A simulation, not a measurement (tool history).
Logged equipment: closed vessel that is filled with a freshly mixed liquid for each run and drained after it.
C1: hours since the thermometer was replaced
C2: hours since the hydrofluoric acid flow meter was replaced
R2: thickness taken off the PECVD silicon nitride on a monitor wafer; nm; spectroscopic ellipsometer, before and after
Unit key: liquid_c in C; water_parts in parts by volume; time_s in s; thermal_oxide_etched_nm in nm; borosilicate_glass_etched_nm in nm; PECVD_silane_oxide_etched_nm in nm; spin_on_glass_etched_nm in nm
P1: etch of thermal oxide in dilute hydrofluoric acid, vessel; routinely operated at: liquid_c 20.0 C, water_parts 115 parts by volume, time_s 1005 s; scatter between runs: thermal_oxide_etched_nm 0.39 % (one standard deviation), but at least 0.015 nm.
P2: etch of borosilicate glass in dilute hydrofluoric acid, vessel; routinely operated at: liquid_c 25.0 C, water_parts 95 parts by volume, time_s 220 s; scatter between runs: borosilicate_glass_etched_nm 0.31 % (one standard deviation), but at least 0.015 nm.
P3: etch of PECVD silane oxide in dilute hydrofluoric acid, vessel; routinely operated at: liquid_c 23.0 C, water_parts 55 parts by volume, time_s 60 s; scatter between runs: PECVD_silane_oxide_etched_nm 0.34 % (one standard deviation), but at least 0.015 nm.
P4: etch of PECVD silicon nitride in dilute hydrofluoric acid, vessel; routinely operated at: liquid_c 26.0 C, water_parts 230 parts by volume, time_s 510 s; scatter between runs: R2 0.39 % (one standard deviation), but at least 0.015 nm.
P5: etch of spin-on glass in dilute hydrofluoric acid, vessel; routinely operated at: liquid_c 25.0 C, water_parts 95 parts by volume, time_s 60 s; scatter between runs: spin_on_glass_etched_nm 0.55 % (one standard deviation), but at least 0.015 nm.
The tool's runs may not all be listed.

{"run": 1, "day": 0.246, "process": "P1", "liquid_c": 20.0, "water_parts": 115, "time_s": 1005, "C1": 272.5, "C2": 800.8, "thermal_oxide_etched_nm": 34.349}
{"run": 2, "day": 0.462, "process": "P1", "liquid_c": 20.0, "water_parts": 180, "time_s": 1005, "C1": 277.7, "C2": 806.0, "thermal_oxide_etched_nm": 20.717}
{"run": 3, "day": 0.638, "process": "P4", "liquid_c": 26.0, "water_parts": 230, "time_s": 510, "C1": 281.9, "C2": 810.2, "R2": 8.4828}
{"run": 4, "day": 0.858, "process": "P1", "liquid_c": 24.5, "water_parts": 115, "time_s": 1005, "C1": 287.2, "C2": 815.5, "thermal_oxide_etched_nm": 41.466}
{"run": 5, "day": 1.117, "process": "P2", "liquid_c": 25.0, "water_parts": 165, "time_s": 220, "C1": 293.4, "C2": 821.7, "borosilicate_glass_etched_nm": 28.18}
{"run": 6, "day": 1.246, "process": "P3", "liquid_c": 17.0, "water_parts": 55, "time_s": 60, "C1": 296.5, "C2": 824.8, "PECVD_silane_oxide_etched_nm": 12.757}
{"run": 7, "day": 1.371, "process": "P1", "liquid_c": 20.0, "water_parts": 115, "time_s": 1005, "C1": 299.5, "C2": 827.8, "thermal_oxide_etched_nm": 34.665}
{"run": 8, "day": 1.538, "process": "P2", "liquid_c": 25.0, "water_parts": 95, "time_s": 425, "C1": 303.5, "C2": 831.8, "borosilicate_glass_etched_nm": 103.17}
{"run": 9, "day": 1.704, "process": "P4", "liquid_c": 19.5, "water_parts": 230, "time_s": 510, "C1": 307.5, "C2": 835.8, "R2": 5.5941}
{"run": 10, "day": 1.938, "process": "P5", "liquid_c": 20.0, "water_parts": 95, "time_s": 60, "C1": 313.1, "C2": 841.4, "spin_on_glass_etched_nm": 17.332}
{"run": 11, "day": 2.1, "process": "P1", "liquid_c": 20.0, "water_parts": 115, "time_s": 1005, "C1": 317.0, "C2": 845.3, "thermal_oxide_etched_nm": 34.55}
{"run": 12, "day": 2.329, "process": "P1", "liquid_c": 20.0, "water_parts": 115, "time_s": 1005, "C1": 322.5, "C2": 850.8, "thermal_oxide_etched_nm": 34.515}
{"run": 13, "day": 2.475, "process": "P1", "liquid_c": 17.0, "water_parts": 115, "time_s": 1005, "C1": 326.0, "C2": 854.3, "thermal_oxide_etched_nm": 30.734}
{"run": 14, "day": 2.654, "process": "P3", "liquid_c": 23.0, "water_parts": 55, "time_s": 60, "C1": 330.3, "C2": 858.6, "PECVD_silane_oxide_etched_nm": 16.298}
{"run": 15, "day": 2.796, "process": "P4", "liquid_c": 26.0, "water_parts": 230, "time_s": 790, "C1": 333.7, "C2": 862.0, "R2": 13.026}
{"run": 16, "day": 3.067, "process": "P5", "liquid_c": 25.0, "water_parts": 95, "time_s": 95, "C1": 340.2, "C2": 868.5, "spin_on_glass_etched_nm": 33.644}
{"run": 17, "day": 3.196, "process": "P4", "liquid_c": 26.0, "water_parts": 230, "time_s": 510, "C1": 343.3, "C2": 871.6, "R2": 8.4172}
{"run": 18, "day": 3.325, "process": "P1", "liquid_c": 17.0, "water_parts": 115, "time_s": 405, "C1": 346.4, "C2": 874.7, "thermal_oxide_etched_nm": 12.381}
{"run": 19, "day": 3.575, "process": "P4", "liquid_c": 26.0, "water_parts": 55, "time_s": 510, "C1": 352.4, "C2": 880.7, "R2": 35.069}
{"day": 3.725, "done": "thermometer replaced"}
{"run": 20, "day": 3.762, "process": "P2", "liquid_c": 25.0, "water_parts": 95, "time_s": 220, "C1": 0.9, "C2": 885.2, "borosilicate_glass_etched_nm": 53.101}
{"run": 21, "day": 3.921, "process": "P1", "liquid_c": 20.0, "water_parts": 115, "time_s": 1005, "C1": 4.7, "C2": 889.0, "thermal_oxide_etched_nm": 34.501}
{"run": 22, "day": 4.129, "process": "P1", "liquid_c": 20.0, "water_parts": 115, "time_s": 1005, "C1": 9.7, "C2": 894.0, "thermal_oxide_etched_nm": 34.675}
{"run": 23, "day": 4.3, "process": "P1", "liquid_c": 28.0, "water_parts": 25, "time_s": 1005, "C1": 13.8, "C2": 898.1, "thermal_oxide_etched_nm": 245.85}

For run 24, what comes out?
{"run": 24, "day": 4.504, "process": "P3", "liquid_c": 23.0, "water_parts": 20, "time_s": 60, "C1": 18.7, "C2": 903.0, "PECVD_silane_oxide_etched_nm": "?"}

{"run 24": {"PECVD_silane_oxide_etched_nm": 47.092}}
